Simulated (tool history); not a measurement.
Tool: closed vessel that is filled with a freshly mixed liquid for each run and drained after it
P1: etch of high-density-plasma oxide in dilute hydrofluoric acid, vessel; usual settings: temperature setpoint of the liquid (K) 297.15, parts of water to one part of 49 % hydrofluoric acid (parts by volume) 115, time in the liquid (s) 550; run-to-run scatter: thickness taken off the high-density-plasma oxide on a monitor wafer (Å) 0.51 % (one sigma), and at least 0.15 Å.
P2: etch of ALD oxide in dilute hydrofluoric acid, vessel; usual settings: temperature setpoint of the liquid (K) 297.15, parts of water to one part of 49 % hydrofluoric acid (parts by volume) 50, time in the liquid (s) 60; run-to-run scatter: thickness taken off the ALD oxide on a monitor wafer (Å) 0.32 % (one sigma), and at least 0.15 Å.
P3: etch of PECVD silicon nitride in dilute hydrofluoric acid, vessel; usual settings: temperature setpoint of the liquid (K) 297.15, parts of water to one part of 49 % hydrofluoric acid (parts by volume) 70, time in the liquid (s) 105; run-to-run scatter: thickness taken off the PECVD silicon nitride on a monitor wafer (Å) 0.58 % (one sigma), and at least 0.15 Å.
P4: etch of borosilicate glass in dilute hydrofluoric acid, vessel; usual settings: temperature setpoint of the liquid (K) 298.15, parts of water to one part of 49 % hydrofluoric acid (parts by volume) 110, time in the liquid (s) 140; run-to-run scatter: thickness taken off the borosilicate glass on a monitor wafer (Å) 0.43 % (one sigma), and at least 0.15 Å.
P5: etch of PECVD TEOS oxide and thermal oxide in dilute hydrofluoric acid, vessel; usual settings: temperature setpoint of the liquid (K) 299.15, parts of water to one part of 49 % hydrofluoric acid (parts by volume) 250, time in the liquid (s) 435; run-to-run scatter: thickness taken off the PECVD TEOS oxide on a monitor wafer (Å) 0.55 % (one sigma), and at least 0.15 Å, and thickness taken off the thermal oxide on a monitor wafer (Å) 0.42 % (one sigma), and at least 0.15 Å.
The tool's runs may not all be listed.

run	hour	process that ran	temperature setpoint of the liquid (K)	parts of water to one part of 49 % hydrofluoric acid (parts by volume)	time in the liquid (s)	thickness taken off the high-density-plasma oxide on a monitor wafer (Å)	thickness taken off the PECVD TEOS oxide on a monitor wafer (Å)	thickness taken off the thermal oxide on a monitor wafer (Å)	thickness taken off the ALD oxide on a monitor wafer (Å)	thickness taken off the borosilicate glass on a monitor wafer (Å)	thickness taken off the PECVD silicon nitride on a monitor wafer (Å)
1	5.2	P1	297.15	115	550	238.580					
2	10.8	P5	303.15	250	435		354.79	91.406			
3	16.4	P2	297.15	50	60				360.52		
4	23.6	P5	299.15	250	700		502.16	128.210			
5	29.9	P1	297.15	115	550	241.230					
6	38.3	P4	290.15	110	140					249.03	
7	46.6	P1	297.15	115	550	239.610					
8	51.1	P1	297.15	115	550	240.710					
9	55.4	P1	297.15	205	915	201.390					
10	65.0	P4	298.15	165	140					215.73	
11	71.7	P2	303.15	50	60				456.38		
12	77.6	P1	297.15	175	550	145.560					
13	85.1	P1	297.15	115	30	12.986					
14	91.0	P1	297.15	115	1000	433.800					
15	97.5	P1	303.65	115	550	309.060					
16	101.8	P2	297.15	20	60				932.65		
17	106.5	P1	297.15	115	550	240.080					
18	114.6	P1	297.15	35	550	867.310					
19	122.7	P3	297.15	125	105						22.601
20	131.0	P1	292.65	115	550	198.030					
21	140.7	P3	290.15	70	105						24.975
22	147.5	P1	293.15	50	550	505.680					
23	156.6	P3	297.15	70	105						40.405
24	165.7	P4	298.15	110	225					556.67	
25	172.9	P4	298.15	110	140					347.26	
26	178.4	P1	297.15	115	550	237.550					
27	186.3	P3	297.15	70	180						69.367
28	196.1	P2	297.15	50	100				594.36		
29	204.9	P5	299.15	250	435		313.87	79.179			
30	211.2	P1	297.15	115	550	237.960					
31	219.1	P5	299.15	135	435		662.69	167.590			
32	227.0	P1	297.15	115	550	239.850					
33	233.4	P1	297.15	115	550	231.330					
34	243.0	P1	297.15	115	550	222.780					
35	252.7	P1	297.15	115	550	222.450					
36	258.0	P1	297.15	115	550	221.700					
37	267.4	P1	297.15	115	550	218.050					
38	272.9	P1	297.15	115	550	220.580					

What P1 gives has crept away from where it was. These 2 causes fit the log equally well, each at the size given:
A: hydrofluoric acid flow below the setpoint (%) = 7.01
B: liquid colder than its thermometer reads (K) = 2.1
The creep began at about hour 227.0.

4 check runs are offered, one wafer each, their results left as question marks. Which one tells the causes apart?
check 1	278.4	P3	297.15	125	160						?
check 2	278.4	P2	300.15	50	85				?		
check 3	278.4	P5	299.15	140	435		?	?			
check 4	278.4	P4	293.15	110	195					?	

What each check would give under each cause:
check	result	if A	if B
check 1	thickness taken off the PECVD silicon nitride on a monitor wafer (Å)	32.408	30.330
check 2	thickness taken off the ALD oxide on a monitor wafer (Å)	530.35	526.63
check 3	thickness taken off the PECVD TEOS oxide on a monitor wafer (Å)	578.54	581.60
check 3	thickness taken off the thermal oxide on a monitor wafer (Å)	147.930	148.710
check 4	thickness taken off the borosilicate glass on a monitor wafer (Å)	362.26	360.52
How far apart the two closest causes lie, in the result that separates them most: check 1 6.63 %; check 2 0.7 %; check 3 0.53 %; check 4 0.48 %
Check 1 tells the causes apart: in the others they would give nearly the same result.

Check 1 was then run and gave: thickness taken off the PECVD silicon nitride on a monitor wafer (Å) 30.172. Which cause is it?

It is B: liquid colder than its thermometer reads (K).
